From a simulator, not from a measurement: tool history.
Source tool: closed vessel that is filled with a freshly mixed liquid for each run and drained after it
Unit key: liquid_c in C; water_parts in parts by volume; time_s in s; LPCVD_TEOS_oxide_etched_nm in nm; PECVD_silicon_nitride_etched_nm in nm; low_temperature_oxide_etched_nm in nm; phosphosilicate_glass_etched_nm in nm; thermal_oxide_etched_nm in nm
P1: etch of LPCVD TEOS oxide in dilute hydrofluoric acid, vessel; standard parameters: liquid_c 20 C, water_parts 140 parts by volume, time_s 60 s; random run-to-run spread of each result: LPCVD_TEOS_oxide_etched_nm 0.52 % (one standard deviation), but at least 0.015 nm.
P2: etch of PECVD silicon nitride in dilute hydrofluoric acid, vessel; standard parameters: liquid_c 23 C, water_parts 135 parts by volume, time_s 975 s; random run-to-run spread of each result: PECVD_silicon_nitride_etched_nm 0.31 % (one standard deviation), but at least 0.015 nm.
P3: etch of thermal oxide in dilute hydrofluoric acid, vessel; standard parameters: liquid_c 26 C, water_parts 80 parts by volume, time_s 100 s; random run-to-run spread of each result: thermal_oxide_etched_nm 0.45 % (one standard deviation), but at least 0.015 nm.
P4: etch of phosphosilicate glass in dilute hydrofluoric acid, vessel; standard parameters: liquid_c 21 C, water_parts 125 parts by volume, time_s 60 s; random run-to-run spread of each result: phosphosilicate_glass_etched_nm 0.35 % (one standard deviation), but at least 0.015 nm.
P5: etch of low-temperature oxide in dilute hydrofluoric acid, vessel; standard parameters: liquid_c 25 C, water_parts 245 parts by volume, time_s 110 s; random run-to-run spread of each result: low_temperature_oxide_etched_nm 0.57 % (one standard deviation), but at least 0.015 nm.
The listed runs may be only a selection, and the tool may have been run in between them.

run,hour,process,liquid_c,water_parts,time_s,hours since the thermometer was replaced,hours since the hydrofluoric acid flow meter was replaced,LPCVD_TEOS_oxide_etched_nm,PECVD_silicon_nitride_etched_nm,low_temperature_oxide_etched_nm,phosphosilicate_glass_etched_nm,thermal_oxide_etched_nm
1,11.6,P1,20,140,60,666.3,529.5,5.9916,,,,
2,19.3,P1,20,140,30,674,537.2,2.9772,,,,
3,35.3,P1,20,35,60,690,553.2,26.652,,,,
4,46,P2,17,135,975,700.7,563.9,,25.951,,,
5,53.3,P1,17,140,100,708,571.2,8.763,,,,
6,69.2,P5,30,245,110,723.9,587.1,,,5.7085,,
# hour 76.4: thermometer replaced
7,76.5,P1,17,140,60,0.1,594.4,5.2102,,,,
8,87.1,P5,25,245,30,10.7,605,,,1.2698,,
9,96.7,P4,17,125,60,20.3,614.6,,,,69.236,
10,108.9,P5,25,245,110,32.5,626.8,,,4.8015,,
11,121.2,P1,20,140,60,44.8,639.1,5.9992,,,,
12,130.5,P1,20,250,60,54.1,648.4,3.0153,,,,
13,145.4,P2,23,135,390,69,663.3,,15.489,,,
14,158,P3,26,80,100,81.6,675.9,,,,,6.4327
15,165.9,P3,26,80,100,89.5,683.8,,,,,6.4426
16,178.9,P3,26,80,30,102.5,696.8,,,,,1.9534
17,193.1,P1,20,140,60,116.7,711,5.9367,,,,
18,203.8,P5,25,375,110,127.4,721.7,,,2.757,,
19,215.7,P2,23,35,975,139.3,733.6,,146.59,,,
20,229,P1,20,85,30,152.6,746.9,5.1656,,,,
21,242.7,P1,20,140,115,166.3,760.6,11.455,,,,
22,253.9,P1,20,90,95,177.5,771.8,15.535,,,,
23,269,P3,33.5,80,100,192.6,786.9,,,,,8.6366
24,284.3,P1,26,140,60,207.9,802.2,7.5351,,,,
25,297.9,P3,26,115,100,221.5,815.8,,,,,4.2639
26,313,P1,20,140,60,236.6,830.9,5.8897,,,,
27,320.4,P2,23,135,975,244,838.3,,38.857,,,
28,334.4,P4,21,70,60,258,852.3,,,,156.52,
29,349.7,P1,20,140,60,273.3,867.6,5.9388,,,,
30,359.9,P1,20,140,60,283.5,877.8,5.8708,,,,
31,372.2,P4,21,125,30,295.8,890.1,,,,40.921,
32,387.4,P4,21,125,60,311,905.3,,,,81.547,
33,401.7,P1,20,140,60,325.3,919.6,5.9777,,,,
34,411.4,P1,20,140,60,335,929.3,5.8578,,,,
35,426.6,P1,20,140,60,350.2,944.5,5.701,,,,
36,434.7,P1,20,140,60,358.3,952.6,5.6396,,,,
37,446.8,P1,20,140,60,370.4,964.7,5.6149,,,,
38,458.1,P1,20,140,60,381.7,976,5.5816,,,,
39,474.1,P1,20,140,60,397.7,992,5.6151,,,,
40,481.3,P1,20,140,60,404.9,999.2,5.6574,,,,

What P1 gives has crept off from where it sat before. The 2 causes that follow fit the log equally well, each at the size noted:
A: hydrofluoric acid flow below the setpoint (%) = 5.22
B: liquid colder than its thermometer reads (K) = 1.53
At approximately hour 401.7, the process output began to creep.

4 check runs are offered, one wafer each, their results left as question marks. Which one tells the causes apart?
check 1,488.5,P4,21,125,60,,,,,,?,
check 2,488.5,P5,25,245,110,,,,,?,,
check 3,488.5,P2,23,135,975,,,,?,,,
check 4,488.5,P3,26,80,100,,,,,,,?

How each check would come out, cause by cause:
check,result,if A,if B
check 1,phosphosilicate_glass_etched_nm,77.068,77.024
check 2,low_temperature_oxide_etched_nm,4.4931,4.5512
check 3,PECVD_silicon_nitride_etched_nm,36.769,35.047
check 4,thermal_oxide_etched_nm,6.0737,6.0654
Smallest distance between any two causes, each pair judged by its most separating result, in per cent: check 1 0.06 %; check 2 1.28 %; check 3 4.8 %; check 4 0.14 %
Only in check 3 would the causes give clearly different results; in the remaining checks their results would be nearly the same.

Check 3 has now been run. It gave: PECVD_silicon_nitride_etched_nm 35.051 nm. Which of the candidate causes is it?

It is B: liquid colder than its thermometer reads (K).
